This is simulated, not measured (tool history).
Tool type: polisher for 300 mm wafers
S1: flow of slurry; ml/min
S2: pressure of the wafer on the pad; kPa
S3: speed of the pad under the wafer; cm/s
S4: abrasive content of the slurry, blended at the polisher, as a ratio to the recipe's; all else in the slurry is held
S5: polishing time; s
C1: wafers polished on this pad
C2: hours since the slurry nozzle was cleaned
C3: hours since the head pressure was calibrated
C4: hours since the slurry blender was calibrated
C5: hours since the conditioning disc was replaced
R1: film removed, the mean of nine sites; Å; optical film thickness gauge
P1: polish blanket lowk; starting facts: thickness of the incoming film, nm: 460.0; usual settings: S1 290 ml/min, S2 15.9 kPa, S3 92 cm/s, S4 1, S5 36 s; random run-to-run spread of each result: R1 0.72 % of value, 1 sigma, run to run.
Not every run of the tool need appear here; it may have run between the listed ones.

run   hour   S1    S2   S3    S4  S5    C1     C2     C3     C4     C5      R1
  1   11.2  290  15.9   92     1  36   259  126.5  357.9  100.5  329.7  194.06
  2     24  290  15.9   48     1  36   432  139.3  370.7  113.3  342.5  115.55
  3   34.5  290  15.9   92     1  36   574  149.8  381.2  123.8    353   192.1
  4   46.3  290  15.9   92     1  16   734  161.6    393  135.6  364.8   85.83
  5   56.8  290  24.1   92     1  36   876  172.1  403.5  146.1  375.3  294.52
  6     63  290  15.9   92   0.5  36   960  178.3  409.7  152.3  381.5  132.99
  7   70.6  290  15.9   92     1  54  1063  185.9  417.3  159.9  389.1     291
  8   77.9  290  10.3   92     1  36  1162  193.2  424.6  167.2  396.4  126.64
  9     84  290   7.6   92     1  44  1244  199.3  430.7  173.3  402.5  113.19
 10   91.5  290  15.9   92     1  36  1346  206.8  438.2  180.8    410  193.25
 11   97.7  405  15.9   92   1.4  36  1430    213  444.4    187  416.2  228.38
 12  110.3  290  15.9  146     1  36  1600  225.6    457  199.6  428.8  277.48
 13  119.5  290  15.9   92     1  36  1725  234.8  466.2  208.8    438  193.54
 14  127.5  395  15.9   92     1  36  1833  242.8  474.2  216.8    446  198.42
 15  139.8  290  22.1   92  1.25  36  2000  255.1  486.5  229.1  458.3  295.97
 16  148.3  190  15.9   92     1  36  2115  263.6    495  237.6  466.8  187.25
 17  159.6  290  15.9   92     1  36  2268  274.9  506.3  248.9  478.1  192.47
 18  171.1  290  15.9   92     1  36  2423  286.4  517.8  260.4  489.6  192.53
 19  180.8  290  15.9   92     1  36  2555  296.1  527.5  270.1  499.3  191.87
 20  188.8  290  15.9   92  1.25  36  2663  304.1  535.5  278.1  507.3  215.49
 21    200  290  15.9   92     1  36  2815  315.3  546.7  289.3  518.5  194.11
 22  210.2  290  15.9   92     1  36  2953  325.5  556.9  299.5  528.7  184.56
 23  222.8  290  15.9   92     1  36  3123  338.1  569.5  312.1  541.3  182.44
     229.9  -- conditioning disc replaced and pad reconditioned
 24  230.8  290  15.9   92     1  36  3232  346.1  577.5  320.1      1  177.36
 25  236.7  290  15.9   92     1  36  3312    352  583.4    326    6.9  179.94
     243.1  -- slurry nozzle cleaned
 26  246.9  290  15.9   92     1  36  3450    3.8  593.6  336.2   17.1     177

Run 27, settings as shown, results not yet in. Your forecast:
     256.3  -- worn pad replaced by a new one
 27  258.7  290  15.9  92   1  36  33  15.6  605.4  348  28.9   ?

Run 27 came out at R1 173.07 Å.
